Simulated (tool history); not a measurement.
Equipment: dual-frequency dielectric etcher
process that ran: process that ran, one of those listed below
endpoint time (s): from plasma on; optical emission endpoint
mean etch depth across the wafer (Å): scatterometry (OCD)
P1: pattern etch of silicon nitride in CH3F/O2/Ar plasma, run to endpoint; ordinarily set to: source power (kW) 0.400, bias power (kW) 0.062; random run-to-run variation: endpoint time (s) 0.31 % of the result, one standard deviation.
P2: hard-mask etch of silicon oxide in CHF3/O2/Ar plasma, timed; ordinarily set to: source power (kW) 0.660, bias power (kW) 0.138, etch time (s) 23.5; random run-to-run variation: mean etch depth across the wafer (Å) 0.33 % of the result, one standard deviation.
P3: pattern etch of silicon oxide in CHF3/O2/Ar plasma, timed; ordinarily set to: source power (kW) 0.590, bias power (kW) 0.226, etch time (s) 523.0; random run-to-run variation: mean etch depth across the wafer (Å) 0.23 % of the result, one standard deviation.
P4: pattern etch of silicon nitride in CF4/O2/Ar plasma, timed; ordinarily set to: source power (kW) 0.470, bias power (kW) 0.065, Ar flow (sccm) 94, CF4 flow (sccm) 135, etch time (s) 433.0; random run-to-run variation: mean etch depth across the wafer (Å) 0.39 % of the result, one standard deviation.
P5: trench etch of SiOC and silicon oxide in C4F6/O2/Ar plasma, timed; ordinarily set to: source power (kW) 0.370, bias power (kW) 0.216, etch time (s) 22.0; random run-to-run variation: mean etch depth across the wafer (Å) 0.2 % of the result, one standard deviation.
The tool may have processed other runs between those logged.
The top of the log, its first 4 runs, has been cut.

run,hour,process that ran,source power (kW),bias power (kW),Ar flow (sccm),CF4 flow (sccm),etch time (s),hours since the last wet clean,hours since the last source power generator calibration,hours since the last bias power generator calibration,endpoint time (s),mean etch depth across the wafer (Å)
5,14.7,P1,0.400,0.062,,,,186.7,2186.2,198.1,37.991,
6,19.0,P4,0.470,0.065,94,135,433.0,191.0,2190.5,202.4,,8995.60
7,21.0,P4,0.470,0.065,94,135,543.5,193.0,2192.5,204.4,,11247.00
8,24.0,P2,0.890,0.138,,,23.5,196.0,2195.5,207.4,,486.05
9,26.5,P1,0.520,0.085,,,,198.5,2198.0,209.9,30.890,
10,28.9,P3,0.820,0.226,,,523.0,200.9,2200.4,212.3,,12454.00
11,32.0,P3,0.590,0.267,,,523.0,204.0,2203.5,215.4,,11692.00
12,35.2,P4,0.470,0.065,62,135,433.0,207.2,2206.7,218.6,,9330.20
13,39.1,P1,0.400,0.047,,,,211.1,2210.6,222.5,41.754,
14,42.7,P3,0.590,0.226,,,523.0,214.7,2214.2,226.1,,10961.00
15,44.6,P4,0.470,0.038,94,135,433.0,216.6,2216.1,228.0,,7440.00
16,48.4,P2,0.660,0.180,,,23.5,220.4,2219.9,231.8,,471.59
17,51.8,P2,0.660,0.138,,,13.5,223.8,2223.3,235.2,,248.80
18,55.3,P5,0.370,0.301,,,22.0,227.3,2226.8,238.7,,496.02
19,59.3,P5,0.370,0.216,,,27.5,231.3,2230.8,242.7,,553.57
20,63.2,P3,0.590,0.226,,,682.5,235.2,2234.7,246.6,,14453.00
21,65.2,P4,0.290,0.065,94,135,433.0,237.2,2236.7,248.6,,5939.40
22,68.2,P1,0.400,0.062,,,,240.2,2239.7,251.6,38.072,

Predict the results of run 23:
23,70.5,P4,0.470,0.065,94,190,433.0,242.5,2242.0,253.9,,?

mean etch depth across the wafer (Å): 9282.00

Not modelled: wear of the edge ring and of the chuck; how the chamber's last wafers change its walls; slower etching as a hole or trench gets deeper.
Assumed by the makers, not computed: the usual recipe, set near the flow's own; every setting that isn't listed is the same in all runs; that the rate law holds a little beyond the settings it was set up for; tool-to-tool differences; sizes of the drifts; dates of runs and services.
